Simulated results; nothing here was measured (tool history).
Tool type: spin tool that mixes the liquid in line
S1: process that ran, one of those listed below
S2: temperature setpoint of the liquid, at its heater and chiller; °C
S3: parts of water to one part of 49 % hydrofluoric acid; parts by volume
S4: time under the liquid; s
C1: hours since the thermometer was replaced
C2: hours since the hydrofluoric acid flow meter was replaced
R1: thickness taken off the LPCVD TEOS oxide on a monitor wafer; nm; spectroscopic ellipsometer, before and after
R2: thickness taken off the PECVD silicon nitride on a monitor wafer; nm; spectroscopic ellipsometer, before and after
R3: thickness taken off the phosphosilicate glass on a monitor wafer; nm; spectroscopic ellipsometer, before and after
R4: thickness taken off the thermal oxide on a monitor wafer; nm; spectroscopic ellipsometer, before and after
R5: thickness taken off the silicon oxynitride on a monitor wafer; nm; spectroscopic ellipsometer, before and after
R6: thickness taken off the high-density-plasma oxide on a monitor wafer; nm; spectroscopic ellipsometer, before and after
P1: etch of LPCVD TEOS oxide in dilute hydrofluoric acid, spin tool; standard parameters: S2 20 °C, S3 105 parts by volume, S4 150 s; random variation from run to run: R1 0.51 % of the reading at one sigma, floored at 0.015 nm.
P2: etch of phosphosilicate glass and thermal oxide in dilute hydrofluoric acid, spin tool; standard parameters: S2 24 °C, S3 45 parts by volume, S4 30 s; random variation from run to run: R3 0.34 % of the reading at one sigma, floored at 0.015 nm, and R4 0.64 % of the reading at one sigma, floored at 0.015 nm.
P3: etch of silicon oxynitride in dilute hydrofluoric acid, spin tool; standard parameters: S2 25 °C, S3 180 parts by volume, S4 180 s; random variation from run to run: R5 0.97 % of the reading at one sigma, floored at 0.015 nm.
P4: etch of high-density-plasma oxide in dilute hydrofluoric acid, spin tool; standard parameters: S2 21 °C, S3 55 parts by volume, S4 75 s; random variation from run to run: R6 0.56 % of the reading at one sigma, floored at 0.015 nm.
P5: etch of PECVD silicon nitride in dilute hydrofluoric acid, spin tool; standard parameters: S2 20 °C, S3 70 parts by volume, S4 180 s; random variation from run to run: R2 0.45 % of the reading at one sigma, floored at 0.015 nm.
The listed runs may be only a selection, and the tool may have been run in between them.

run 1 day=0.567 | S1=P1 S2=20 S3=105 S4=150 | C1=665.9 C2=213.3 | R1=34.89
run 2 day=0.996 | S1=P1 S2=20 S3=105 S4=85 | C1=676.2 C2=223.6 | R1=19.814
run 3 day=1.367 | S1=P1 S2=20 S3=105 S4=150 | C1=685.1 C2=232.5 | R1=34.891
run 4 day=1.667 | S1=P5 S2=20 S3=105 S4=180 | C1=692.3 C2=239.7 | R2=4.0281
run 5 day=2.171 | S1=P1 S2=20 S3=105 S4=150 | C1=704.4 C2=251.8 | R1=35.065
run 6 day=2.5 | S1=P1 S2=20 S3=50 S4=60 | C1=712.3 C2=259.7 | R1=31.459
run 7 day=2.833 | S1=P2 S2=24 S3=45 S4=60 | C1=720.3 C2=267.7 | R3=125.83 R4=6.9052
run 8 day=3.217 | S1=P1 S2=20 S3=105 S4=260 | C1=729.5 C2=276.9 | R1=60.335
run 9 day=3.704 | S1=P2 S2=24 S3=25 S4=30 | C1=741.2 C2=288.6 | R3=115.12 R4=6.3426
run 10 day=4.192 | S1=P3 S2=25 S3=180 S4=180 | C1=752.9 C2=300.3 | R5=2.7635
run 11 day=4.696 | S1=P5 S2=20 S3=70 S4=180 | C1=765 C2=312.4 | R2=5.9719
run 12 day=5.35 | S1=P4 S2=21 S3=55 S4=75 | C1=780.7 C2=328.1 | R6=6.5372
run 13 day=5.983 | S1=P4 S2=21 S3=85 S4=75 | C1=795.9 C2=343.3 | R6=4.1093
run 14 day=6.65 | S1=P4 S2=21 S3=55 S4=130 | C1=811.9 C2=359.3 | R6=11.568
run 15 day=7.029 | S1=P1 S2=28 S3=105 S4=150 | C1=821 C2=368.4 | R1=48.2
run 16 day=7.696 | S1=P1 S2=17 S3=105 S4=150 | C1=837 C2=384.4 | R1=30.674
run 17 day=8.271 | S1=P1 S2=20 S3=40 S4=225 | C1=850.8 C2=398.2 | R1=148.57
run 18 day=8.883 | S1=P1 S2=20 S3=40 S4=280 | C1=865.5 C2=412.9 | R1=186.99
run 19 day=9.175 | S1=P5 S2=20 S3=70 S4=180 | C1=872.5 C2=419.9 | R2=5.9805
run 20 day=9.758 | S1=P2 S2=24 S3=45 S4=30 | C1=886.5 C2=433.9 | R3=62.813 R4=3.4641
run 21 day=10.35 | S1=P3 S2=25 S3=60 S4=180 | C1=900.7 C2=448.1 | R5=9.0678
run 22 day=10.946 | S1=P4 S2=26.5 S3=55 S4=75 | C1=915 C2=462.4 | R6=8.2505
run 23 day=11.3 | S1=P3 S2=29.5 S3=180 S4=180 | C1=923.5 C2=470.9 | R5=3.3478
run 24 day=11.867 | S1=P1 S2=20 S3=105 S4=150 | C1=937.1 C2=484.5 | R1=34.871
run 25 day=12.188 | S1=P3 S2=25 S3=180 S4=345 | C1=944.8 C2=492.2 | R5=5.2875
run 26 day=12.617 | S1=P1 S2=20 S3=25 S4=150 | C1=955.1 C2=502.5 | R1=162.17
run 27 day=13.212 | S1=P3 S2=25 S3=180 S4=180 | C1=969.4 C2=516.8 | R5=2.7122
run 28 day=13.683 | S1=P1 S2=20 S3=185 S4=150 | C1=980.7 C2=528.1 | R1=18.267
run 29 day=14.125 | S1=P2 S2=30.5 S3=45 S4=30 | C1=991.3 C2=538.7 | R3=80.771 R4=4.4117
run 30 day=14.546 | S1=P5 S2=20 S3=70 S4=15 | C1=1001.4 C2=548.8 | R2=0.50139
run 31 day=14.862 | S1=P1 S2=20 S3=105 S4=150 | C1=1009 C2=556.4 | R1=35.194
run 32 day=15.371 | S1=P5 S2=28 S3=70 S4=180 | C1=1021.2 C2=568.6 | R2=10.21
run 33 day=16 | S1=P4 S2=21 S3=55 S4=75 | C1=1036.3 C2=583.7 | R6=6.6994
run 34 day=16.654 | S1=P1 S2=20 S3=105 S4=150 | C1=1052 C2=599.4 | R1=35.119
run 35 day=17.254 | S1=P1 S2=20 S3=105 S4=150 | C1=1066.4 C2=613.8 | R1=34.827
run 36 day=17.779 | S1=P1 S2=20 S3=105 S4=150 | C1=1079 C2=626.4 | R1=35.952
run 37 day=18.092 | S1=P1 S2=20 S3=105 S4=150 | C1=1086.5 C2=633.9 | R1=36.688
run 38 day=18.55 | S1=P1 S2=20 S3=105 S4=150 | C1=1097.5 C2=644.9 | R1=37.086
run 39 day=18.958 | S1=P1 S2=20 S3=105 S4=150 | C1=1107.3 C2=654.7 | R1=37.404
run 40 day=19.454 | S1=P1 S2=20 S3=105 S4=150 | C1=1119.2 C2=666.6 | R1=37.488
run 41 day=19.917 | S1=P1 S2=20 S3=105 S4=150 | C1=1130.3 C2=677.7 | R1=37.808
run 42 day=20.233 | S1=P1 S2=20 S3=105 S4=150 | C1=1137.9 C2=685.3 | R1=37.906
run 43 day=20.754 | S1=P1 S2=20 S3=105 S4=150 | C1=1150.4 C2=697.8 | R1=38.008
run 44 day=21.192 | S1=P1 S2=20 S3=105 S4=150 | C1=1160.9 C2=708.3 | R1=37.986
run 45 day=21.592 | S1=P1 S2=20 S3=105 S4=150 | C1=1170.5 C2=717.9 | R1=37.86
run 46 day=21.983 | S1=P1 S2=20 S3=105 S4=150 | C1=1179.9 C2=727.3 | R1=37.971

P1 has crept away from where it was. The log is fitted equally well by each of these 2 causes, at the sizes shown:
A: liquid hotter than its thermometer reads (K) = 1.99
B: hydrofluoric acid flow above the setpoint (%) = 7.52
The onset of the drift is placed at about day 17.254.

Question marks stand in for the results of the 4 check runs listed below, each run on one wafer. Under which run would the listed causes show clearly different results?
run check 1 day=22.375 | S1=P2 S2=24 S3=45 S4=30 | R3=? R4=?
run check 2 day=22.375 | S1=P3 S2=25 S3=180 S4=180 | R5=?
run check 3 day=22.375 | S1=P5 S2=20 S3=70 S4=180 | R2=?
run check 4 day=22.375 | S1=P4 S2=21 S3=55 S4=75 | R6=?

Expected result of each check under each candidate cause:
check=check_1 result=R3 if_A=67.917 if_B=67.591
check=check_1 result=R4 if_A=3.7155 if_B=3.6976
check=check_2 result=R5 if_A=3.016 if_B=2.9997
check=check_3 result=R2 if_A=6.8702 if_B=6.436
check=check_4 result=R6 if_A=7.194 if_B=7.1539
How far apart the two closest causes lie, in the result that separates them most: check 1 0.48 %; check 2 0.54 %; check 3 6.53 %; check 4 0.56 %
Check 3 distinguishes between the causes, while the remaining checks would return nearly the same result for all of them.

Check 3 was carried out, with these results: R2 6.4029 nm. Which of the listed causes is responsible?

It is B: hydrofluoric acid flow above the setpoint (%).
